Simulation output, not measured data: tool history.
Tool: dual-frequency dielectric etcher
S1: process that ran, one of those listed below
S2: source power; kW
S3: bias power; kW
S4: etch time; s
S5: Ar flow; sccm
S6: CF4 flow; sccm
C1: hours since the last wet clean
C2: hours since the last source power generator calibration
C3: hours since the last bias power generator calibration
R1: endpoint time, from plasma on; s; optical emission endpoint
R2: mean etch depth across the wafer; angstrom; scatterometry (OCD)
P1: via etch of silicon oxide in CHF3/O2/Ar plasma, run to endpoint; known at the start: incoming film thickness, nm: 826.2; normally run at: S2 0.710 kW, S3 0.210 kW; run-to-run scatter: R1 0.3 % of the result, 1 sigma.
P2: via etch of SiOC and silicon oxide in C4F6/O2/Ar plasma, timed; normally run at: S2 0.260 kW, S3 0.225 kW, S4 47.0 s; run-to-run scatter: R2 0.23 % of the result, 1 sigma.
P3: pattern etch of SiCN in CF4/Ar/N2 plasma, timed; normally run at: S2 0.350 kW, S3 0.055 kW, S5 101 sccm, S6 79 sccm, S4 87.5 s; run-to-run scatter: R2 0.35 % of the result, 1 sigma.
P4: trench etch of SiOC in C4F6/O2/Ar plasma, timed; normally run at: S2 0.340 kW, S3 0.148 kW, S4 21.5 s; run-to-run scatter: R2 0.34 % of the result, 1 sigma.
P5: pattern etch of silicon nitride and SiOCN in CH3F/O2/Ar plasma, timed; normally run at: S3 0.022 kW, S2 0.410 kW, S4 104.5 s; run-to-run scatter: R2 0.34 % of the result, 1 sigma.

run	hour	S1	S2	S3	S4	S5	S6	C1	C2	C3	R1	R2
1	6.7	P1	0.710	0.210				50.2	1539.2	2222.2	372.74	
2	12.7	P4	0.220	0.148	21.5			56.2	1545.2	2228.2		327.670
3	18.5	P5	0.410	0.016	104.5			62.0	1551.0	2234.0		123.160
4	24.8	P5	0.410	0.022	104.5			68.3	1557.3	2240.3		140.940
5	28.0	P1	0.710	0.253				71.5	1560.5	2243.5	348.41	
6	33.3	P1	0.920	0.210				76.8	1565.8	2248.8	335.72	
7	37.5	P5	0.300	0.022	104.5			81.0	1570.0	2253.0		125.850
8	42.6	P1	0.710	0.210				86.1	1575.1	2258.1	370.88	
9	47.4	P4	0.340	0.186	21.5			90.9	1579.9	2262.9		416.690
10	54.0	P1	0.520	0.210				97.5	1586.5	2269.5	416.81	
11	60.8	P4	0.340	0.148	21.5			104.3	1593.3	2276.3		387.030
12	67.5	P3	0.350	0.055	87.5	101	79	111.0	1600.0	2283.0		564.840
13	71.2	P3	0.440	0.055	87.5	101	79	114.7	1603.7	2286.7		689.240
14	77.3	P3	0.350	0.055	87.5	76	79	120.8	1609.8	2292.8		590.310
15	80.6	P1	0.970	0.246				124.1	1613.1	2296.1	311.82	
16	87.4	P3	0.350	0.037	87.5	101	79	130.9	1619.9	2302.9		497.790
17	92.6	P2	0.260	0.225	47.0			136.1	1625.1	2308.1		476.350
18	95.7	P5	0.410	0.022	57.5			139.2	1628.2	2311.2		77.801
19	99.2	P3	0.350	0.055	114.0	101	79	142.7	1631.7	2314.7		732.030
20	105.2	P2	0.260	0.144	47.0			148.7	1637.7	2320.7		412.160
21	111.4	P1	0.710	0.158				154.9	1643.9	2326.9	407.42	
22	114.4	P3	0.350	0.055	87.5	101	52	157.9	1646.9	2329.9		527.330
23	120.4	P1	0.710	0.210				163.9	1652.9	2335.9	372.56	
24	126.3	P2	0.300	0.225	47.0			169.8	1658.8	2341.8		503.320
25	132.1	P1	0.710	0.210				175.6	1664.6	2347.6	372.01	
# hour 134.5: bias power generator calibrated
26	137.6	P4	0.340	0.148	13.5			181.1	1670.1	3.2		243.690
27	143.2	P5	0.410	0.022	104.5			186.7	1675.7	8.8		142.390
28	146.5	P2	0.260	0.225	65.0			190.0	1679.0	12.1		658.350
29	152.2	P1	0.710	0.210				195.7	1684.7	17.8	371.90	
30	156.0	P1	0.710	0.210				199.5	1688.5	21.6	366.95	
31	159.2	P1	0.710	0.210				202.7	1691.7	24.8	367.98	
32	162.4	P1	0.710	0.210				205.9	1694.9	28.0	366.72	
33	165.6	P1	0.710	0.210				209.1	1698.1	31.2	365.57	
# hour 166.3: wet clean of the chamber
34	171.6	P1	0.710	0.210				5.3	1704.1	37.2	364.46	
35	176.2	P1	0.710	0.210				9.9	1708.7	41.8	366.54	
36	182.2	P1	0.710	0.210				15.9	1714.7	47.8	364.63	

What P1 gives has crept away from where it was. These 2 causes fit the log equally well, each at the size given:
A: bias power that arrives over what is set, % = 4.53
B: source power that arrives over what is set, % = 4.09
The creep began at about hour 152.2.
Why every other cause is out:
chamber walls in a state that raises the etch rate, %: serviced at hour 166.3, which brought nothing back

4 check runs are offered, each on 2 wafers whose results are averaged, their results left as question marks. Which one tells the causes apart?
check 1	188.2	P3	0.350	0.055	87.5	101	79					?
check 2	188.2	P4	0.340	0.148	21.5							?
check 3	188.2	P2	0.260	0.225	47.0							?
check 4	188.2	P5	0.410	0.022	104.5							?

What each check would give under each cause:
check	result	if A	if B
check 1	R2	572.110	584.180
check 2	R2	394.210	395.040
check 3	R2	484.190	484.100
check 4	R2	144.090	143.250
How far apart the two closest causes lie, in the result that separates them most: check 1 2.09 %; check 2 0.21 %; check 3 0.02 %; check 4 0.58 %
Only check 1 tells the causes apart: in the others they would give nearly the same result.

Check 1 was then run and gave: R2 582.770 angstrom. Which cause is it?

It is B: source power that arrives over what is set, %.
